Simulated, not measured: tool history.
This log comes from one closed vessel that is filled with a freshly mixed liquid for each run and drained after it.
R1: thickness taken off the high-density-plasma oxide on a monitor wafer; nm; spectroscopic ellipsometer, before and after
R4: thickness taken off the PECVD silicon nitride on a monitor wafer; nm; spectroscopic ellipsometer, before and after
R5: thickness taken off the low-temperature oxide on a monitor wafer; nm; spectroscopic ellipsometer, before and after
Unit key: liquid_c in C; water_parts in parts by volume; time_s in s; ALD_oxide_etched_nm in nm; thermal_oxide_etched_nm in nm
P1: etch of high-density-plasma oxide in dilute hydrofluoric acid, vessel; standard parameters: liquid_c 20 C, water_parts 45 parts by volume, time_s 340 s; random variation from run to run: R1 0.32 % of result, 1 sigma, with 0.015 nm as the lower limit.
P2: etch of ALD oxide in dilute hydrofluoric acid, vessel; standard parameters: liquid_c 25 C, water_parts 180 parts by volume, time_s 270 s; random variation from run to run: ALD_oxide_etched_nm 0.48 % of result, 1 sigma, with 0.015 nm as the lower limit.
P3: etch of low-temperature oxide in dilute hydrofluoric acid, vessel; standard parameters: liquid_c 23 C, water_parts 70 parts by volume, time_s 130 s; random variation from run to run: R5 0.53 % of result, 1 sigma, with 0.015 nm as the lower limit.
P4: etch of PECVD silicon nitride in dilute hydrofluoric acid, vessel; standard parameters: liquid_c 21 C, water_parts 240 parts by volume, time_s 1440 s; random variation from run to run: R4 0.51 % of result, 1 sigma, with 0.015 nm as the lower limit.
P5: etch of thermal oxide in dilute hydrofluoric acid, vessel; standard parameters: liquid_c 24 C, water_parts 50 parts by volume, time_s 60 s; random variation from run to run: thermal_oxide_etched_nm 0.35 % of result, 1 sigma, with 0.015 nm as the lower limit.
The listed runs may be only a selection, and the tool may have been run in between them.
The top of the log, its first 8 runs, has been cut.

Run 9, hour 38: process P5, liquid_c 24 C, water_parts 50 parts by volume, time_s 60 s. Result: thermal_oxide_etched_nm 5.7754 nm.
Run 10, hour 40.4: process P1, liquid_c 20 C, water_parts 20 parts by volume, time_s 340 s. Result: R1 80.642 nm.
Run 11, hour 44.1: process P4, liquid_c 21 C, water_parts 240 parts by volume, time_s 1440 s. Result: R4 9.7625 nm.
Run 12, hour 47.1: process P3, liquid_c 23 C, water_parts 105 parts by volume, time_s 130 s. Result: R5 12.939 nm.
Run 13, hour 49.8: process P1, liquid_c 26.5 C, water_parts 45 parts by volume, time_s 340 s. Result: R1 45.372 nm.
Run 14, hour 54.1: process P3, liquid_c 23 C, water_parts 70 parts by volume, time_s 130 s. Result: R5 20.273 nm.
Run 15, hour 58.2: process P3, liquid_c 23 C, water_parts 70 parts by volume, time_s 30 s. Result: R5 4.6616 nm.
Run 16, hour 61: process P1, liquid_c 20 C, water_parts 45 parts by volume, time_s 340 s. Result: R1 34.734 nm.
Run 17, hour 65.9: process P1, liquid_c 20 C, water_parts 45 parts by volume, time_s 110 s. Result: R1 11.243 nm.
Run 18, hour 69.5: process P5, liquid_c 24 C, water_parts 50 parts by volume, time_s 30 s. Result: thermal_oxide_etched_nm 2.8975 nm.
Run 19, hour 73.9: process P5, liquid_c 24 C, water_parts 50 parts by volume, time_s 60 s. Result: thermal_oxide_etched_nm 5.8278 nm.
Run 20, hour 78.4: process P4, liquid_c 21 C, water_parts 410 parts by volume, time_s 1440 s. Result: R4 5.7135 nm.
Run 21, hour 81.6: process P1, liquid_c 20 C, water_parts 45 parts by volume, time_s 340 s. Result: R1 34.683 nm.
Run 22, hour 86.5: process P1, liquid_c 17 C, water_parts 45 parts by volume, time_s 340 s. Result: R1 30.477 nm.
Run 23, hour 89.5: process P1, liquid_c 20 C, water_parts 45 parts by volume, time_s 565 s. Result: R1 57.721 nm.
Run 24, hour 92.8: process P1, liquid_c 20 C, water_parts 20 parts by volume, time_s 600 s. Result: R1 142.82 nm.

For run 25, what comes out?
Run 25, hour 96.4: process P1, liquid_c 26.5 C, water_parts 45 parts by volume, time_s 150 s. Result: R1 ?.

{"run 25": {"R1": 20.03}}
